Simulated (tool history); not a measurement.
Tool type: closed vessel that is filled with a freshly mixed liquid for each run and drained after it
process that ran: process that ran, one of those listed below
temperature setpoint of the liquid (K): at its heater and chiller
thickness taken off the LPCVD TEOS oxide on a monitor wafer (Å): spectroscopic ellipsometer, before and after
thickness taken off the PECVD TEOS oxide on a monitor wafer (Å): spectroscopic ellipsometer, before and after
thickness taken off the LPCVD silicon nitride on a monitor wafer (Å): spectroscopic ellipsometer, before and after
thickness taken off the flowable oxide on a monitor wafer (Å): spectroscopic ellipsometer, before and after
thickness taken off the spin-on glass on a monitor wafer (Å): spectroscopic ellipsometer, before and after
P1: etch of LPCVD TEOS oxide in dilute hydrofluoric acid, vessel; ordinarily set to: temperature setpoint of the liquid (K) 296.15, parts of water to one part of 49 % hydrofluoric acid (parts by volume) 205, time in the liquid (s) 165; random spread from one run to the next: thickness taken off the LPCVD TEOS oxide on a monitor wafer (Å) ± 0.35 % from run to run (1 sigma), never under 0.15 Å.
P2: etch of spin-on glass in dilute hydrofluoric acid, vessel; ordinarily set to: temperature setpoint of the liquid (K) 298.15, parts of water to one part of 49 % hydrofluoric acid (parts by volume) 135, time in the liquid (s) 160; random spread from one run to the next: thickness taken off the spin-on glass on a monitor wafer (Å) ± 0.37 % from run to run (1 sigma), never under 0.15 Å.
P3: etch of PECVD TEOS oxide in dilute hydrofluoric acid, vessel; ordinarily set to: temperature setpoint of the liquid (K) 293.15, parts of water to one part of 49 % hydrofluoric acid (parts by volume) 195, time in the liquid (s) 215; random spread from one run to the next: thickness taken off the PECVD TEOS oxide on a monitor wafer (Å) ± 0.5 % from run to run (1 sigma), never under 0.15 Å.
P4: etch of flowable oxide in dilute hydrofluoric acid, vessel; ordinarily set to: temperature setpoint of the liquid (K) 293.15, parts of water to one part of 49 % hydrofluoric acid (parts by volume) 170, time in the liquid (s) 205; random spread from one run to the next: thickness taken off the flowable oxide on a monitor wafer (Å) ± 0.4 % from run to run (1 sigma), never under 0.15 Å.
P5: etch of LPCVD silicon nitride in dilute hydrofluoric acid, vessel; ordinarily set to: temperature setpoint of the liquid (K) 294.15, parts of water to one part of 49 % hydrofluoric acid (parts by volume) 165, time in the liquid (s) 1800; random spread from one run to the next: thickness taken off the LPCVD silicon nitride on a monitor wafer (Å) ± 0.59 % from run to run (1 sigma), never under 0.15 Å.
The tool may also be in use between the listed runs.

run   hour  process that ran  temperature setpoint of the liquid (K)  parts of water to one part of 49 % hydrofluoric acid (parts by volume)  time in the liquid (s)  hours since the thermometer was replaced  hours since the hydrofluoric acid flow meter was replaced  thickness taken off the LPCVD TEOS oxide on a monitor wafer (Å)  thickness taken off the PECVD TEOS oxide on a monitor wafer (Å)  thickness taken off the LPCVD silicon nitride on a monitor wafer (Å)  thickness taken off the flowable oxide on a monitor wafer (Å)  thickness taken off the spin-on glass on a monitor wafer (Å)
  1   17.1                P1                                  296.15                                                                     205                     165                                    1022.7                                                      379.8                                                           210.31
  2   30.6                P1                                  296.15                                                                     205                     290                                    1036.2                                                      393.3                                                           371.19
  3   38.8                P1                                  296.15                                                                     205                     165                                    1044.4                                                      401.5                                                           211.97
  4   48.6                P3                                  293.15                                                                     195                      30                                    1054.2                                                      411.3                                                                                                                            23.693
  5   65.6                P3                                  293.15                                                                     195                     215                                    1071.2                                                      428.3                                                                                                                           168.320
  6   83.3                P5                                  294.15                                                                     240                    1800                                    1088.9                                                      446.0                                                                                                                                                                                                 31.5660
  7  101.2                P1                                  296.15                                                                     205                     165                                    1106.8                                                      463.9                                                           209.84
  8  111.5                P4                                  293.15                                                                     105                     205                                    1117.1                                                      474.2                                                                                                                                                                                                                                                                 528.59
  9  122.2                P1                                  290.15                                                                     205                     165                                    1127.8                                                      484.9                                                           166.43
 10  131.6                P4                                  293.15                                                                     170                     100                                    1137.2                                                      494.3                                                                                                                                                                                                                                                                 149.05
 11  150.2                P1                                  296.15                                                                      95                     165                                    1155.8                                                      512.9                                                           514.43
 12  158.9                P3                                  293.15                                                                     195                     215                                    1164.5                                                      521.6                                                                                                                           169.730
 13  171.9                P1                                  296.15                                                                     205                     165                                    1177.5                                                      534.6                                                           211.06
 14  184.0                P5                                  294.15                                                                     165                     185                                    1189.6                                                      546.7                                                                                                                                                                                                  4.3717
 15  192.5                P1                                  296.15                                                                     275                     165                                    1198.1                                                      555.2                                                           145.93
 16  206.9                P1                                  296.15                                                                     205                     165                                    1212.5                                                      569.6                                                           211.89
 17  215.0                P2                                  298.15                                                                     135                     160                                    1220.6                                                      577.7                                                                                                                                                                                                                                                                                                                               518.16
 18  232.8                P5                                  294.15                                                                     165                    1800                                    1238.4                                                      595.5                                                                                                                                                                                                 45.3880
 19  251.4                P4                                  293.15                                                                     170                     205                                    1257.0                                                      614.1                                                                                                                                                                                                                                                                 306.70
 20  268.9                P3                                  293.15                                                                     355                     215                                    1274.5                                                      631.6                                                                                                                            80.151
 21  284.5                P5                                  294.15                                                                     165                    1800                                    1290.1                                                      647.2                                                                                                                                                                                                 44.6780

Forecast run 22:
 22  295.4                P2                                  298.15                                                                      25                     160                                    1301.0                                                      658.1                                                                                                                                                                                                                                                                                                                                    ?

thickness taken off the spin-on glass on a monitor wafer (Å): 3243.30
